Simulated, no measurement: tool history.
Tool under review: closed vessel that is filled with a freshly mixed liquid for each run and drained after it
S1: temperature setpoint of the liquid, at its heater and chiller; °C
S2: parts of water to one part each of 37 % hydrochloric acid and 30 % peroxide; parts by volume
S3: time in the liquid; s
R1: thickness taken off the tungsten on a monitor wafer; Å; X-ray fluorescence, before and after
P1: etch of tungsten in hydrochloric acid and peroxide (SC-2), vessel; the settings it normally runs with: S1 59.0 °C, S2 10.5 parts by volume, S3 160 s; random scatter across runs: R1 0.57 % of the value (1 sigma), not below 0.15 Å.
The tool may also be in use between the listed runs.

run	hour	S1	S2	S3	R1
1	7.1	59.0	10.5	160	502.94
# hour 16.0: chemicals flow meter replaced
2	18.9	59.0	10.5	300	941.59
3	32.9	59.0	4.0	160	1045.70
4	44.5	70.5	10.5	160	1016.00
5	53.3	59.0	10.5	160	503.29
6	68.2	59.0	17.5	160	323.85
7	84.2	59.0	10.5	40	125.07
8	91.9	44.5	10.5	160	192.93
9	107.7	72.0	10.5	285	1964.80
10	122.1	59.0	10.5	160	505.40
11	129.3	59.0	10.5	160	506.49
12	141.0	59.0	10.5	160	503.97
13	150.1	59.0	10.5	160	509.15
14	164.5	59.0	10.5	160	522.66
15	179.1	59.0	10.5	160	533.97
16	190.4	59.0	10.5	160	537.78
17	204.4	59.0	10.5	160	535.68
18	217.5	59.0	10.5	160	539.41
19	225.0	59.0	10.5	160	543.80
20	233.4	59.0	10.5	160	546.17
21	246.8	59.0	10.5	160	545.25
22	254.9	59.0	10.5	160	542.42
23	265.2	59.0	10.5	160	546.90

The log shows P1 creeping away from where it was. Any of the 2 causes listed here, at the size stated for it, fits the log just as well as the others:
A: liquid hotter than its thermometer reads (K) = 1.24
B: chemicals flow above the setpoint (%) = 9.75
At approximately hour 150.1, the process output began to creep.
Excluded causes, each with its reason:
peroxide weaker than its label (%): cannot exceed 8; that much would move R1 by -7.4 %, which falls short of the creep or goes against it

Which of the check runs below tells the causes apart, meaning the causes would give it clearly different results? Each run uses 5 wafers whose results are averaged, and each result is shown as a question mark.
check 1	275.5	59.0	16.5	160	?
check 2	275.5	50.5	4.0	160	?
check 3	275.5	53.5	10.5	40	?
check 4	275.5	65.0	7.5	160	?

What each check would give under each cause:
check	result	if A	if B
check 1	R1	368.170	369.860
check 2	R1	657.310	643.570
check 3	R1	95.963	95.672
check 4	R1	1037.100	1034.500
Per check, the gap between the least separated pair of causes, taken in the result that splits them most: check 1 0.46 %; check 2 2.11 %; check 3 0.3 %; check 4 0.25 %
The other checks would show nearly matching results whichever cause is true, so check 2 is the only one that separates the causes.

Check 2 was then run and gave: R1 644.640 Å. Which cause is it?

Of the candidate causes, it is B: chemicals flow above the setpoint (%).

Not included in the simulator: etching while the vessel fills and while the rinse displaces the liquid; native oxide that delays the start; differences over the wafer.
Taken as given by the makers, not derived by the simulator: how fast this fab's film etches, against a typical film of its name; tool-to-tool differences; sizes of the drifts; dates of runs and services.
